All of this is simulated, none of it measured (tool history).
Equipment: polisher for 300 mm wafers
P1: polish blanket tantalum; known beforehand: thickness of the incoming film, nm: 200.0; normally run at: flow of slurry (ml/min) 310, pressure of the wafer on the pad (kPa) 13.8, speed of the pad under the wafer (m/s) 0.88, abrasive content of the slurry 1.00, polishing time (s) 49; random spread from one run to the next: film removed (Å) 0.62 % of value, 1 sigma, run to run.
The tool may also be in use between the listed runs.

run     day  flow of slurry (ml/min)  pressure of the wafer on the pad (kPa)  speed of the pad under the wafer (m/s)  abrasive content of the slurry  polishing time (s)  film removed (Å)
  1   0.429                      310                                    13.8                                    0.88                            1.00                  49            698.95
  2   0.962                      310                                    20.7                                    1.20                            1.00                  49           1414.20
  3   1.454                      310                                    20.7                                    0.88                            1.00                  49           1049.30
  4   1.921                      310                                    13.8                                    0.88                            1.00                  49            693.35
  5   2.388                      310                                     6.2                                    0.88                            1.00                  49            313.51
  6   2.900                      310                                    13.8                                    0.88                            1.00                  49            691.61
  7   3.388                      310                                    13.8                                    0.88                            1.00                  49            703.41
  8   3.892                      310                                    13.8                                    0.88                            1.00                  49            694.84
  9   4.212                      310                                    13.8                                    0.88                            1.45                  49            759.43
 10   4.483                      465                                    13.8                                    0.88                            1.00                  49            720.93
 11   5.017                      310                                    13.8                                    0.88                            1.00                  49            700.10
 12   5.329                      225                                    13.8                                    0.88                            1.00                  49            675.22
 13   5.842                      310                                    13.8                                    1.16                            1.00                  49            922.79
 14   6.112                      310                                    18.6                                    0.88                            1.00                  73           1395.40
 15   6.567                      310                                    13.8                                    0.88                            1.00                  74           1048.10
 16   6.875                      310                                    13.8                                    0.88                            1.00                  49            688.56
 17   7.250                      310                                    13.8                                    0.88                            0.70                  49            622.36
 18   7.671                      310                                    13.8                                    0.64                            1.00                  49            507.80
 19   8.033                      310                                    13.8                                    0.88                            1.00                  23            326.84
 20   8.462                      310                                    13.8                                    0.88                            1.00                  49            694.84
 21   8.904                      310                                    13.8                                    0.88                            1.00                  49            675.06
 22   9.179                      310                                    13.8                                    0.88                            1.00                  49            666.98
 23   9.654                      310                                    13.8                                    0.88                            1.00                  49            643.99
     10.079  -- head pressure recalibrated
 24  10.133                      310                                    13.8                                    0.88                            1.00                  49            638.65
     10.138  -- slurry nozzle cleaned
 25  10.421                      310                                    13.8                                    0.88                            1.00                  49            641.46
 26  10.779                      310                                    13.8                                    0.88                            1.00                  49            638.34
 27  11.321                      310                                    13.8                                    0.88                            1.00                  49            643.35

What P1 gives has crept away from where it was. These 2 causes fit the log equally well, each at the size given:
A: removal rate lost through wear of the pad, % = 8.46
B: abrasive missing from the slurry, % = 24.4
Creep in the process output first set in at about day 8.462.
The rest of the possible causes, and what rules out each one:
slurry flow missing at the pad, %: maintenance at day 10.138, after the shift began, did not return the process to its former output
head's pressure below its setpoint, %: maintenance at day 10.079, after the shift began, did not return the process to its former output

Consider the 4 check runs below, whose results appear as question marks and each of which averages 5 wafers. Which one distinguishes the causes, in that each cause would give it a clearly different result?
check 1  11.862                      310                                    20.0                                    0.88                            1.00                  71                 ?
check 2  11.862                      310                                    13.8                                    0.88                            1.45                  49                 ?
check 3  11.862                      440                                     7.6                                    0.88                            1.00                  49                 ?
check 4  11.862                      310                                    13.8                                    0.66                            1.00                  27                 ?

Check results expected under each cause:
  check            result     if A     if B
check 1  film removed (Å)  1339.90  1340.20
check 2  film removed (Å)   699.79   714.60
check 3  film removed (Å)   359.94   360.01
check 4  film removed (Å)   263.56   263.61
Distance between the nearest two causes, measured in the result of the check that separates them most: check 1 0.02 %; check 2 2.09 %; check 3 0.02 %; check 4 0.02 %
Check 2 distinguishes between the causes, while the remaining checks would return nearly the same result for all of them.

Check 2 has now been run. It gave: film removed (Å) 718.25. Which of the candidate causes is it?

The cause is B: abrasive missing from the slurry, %.

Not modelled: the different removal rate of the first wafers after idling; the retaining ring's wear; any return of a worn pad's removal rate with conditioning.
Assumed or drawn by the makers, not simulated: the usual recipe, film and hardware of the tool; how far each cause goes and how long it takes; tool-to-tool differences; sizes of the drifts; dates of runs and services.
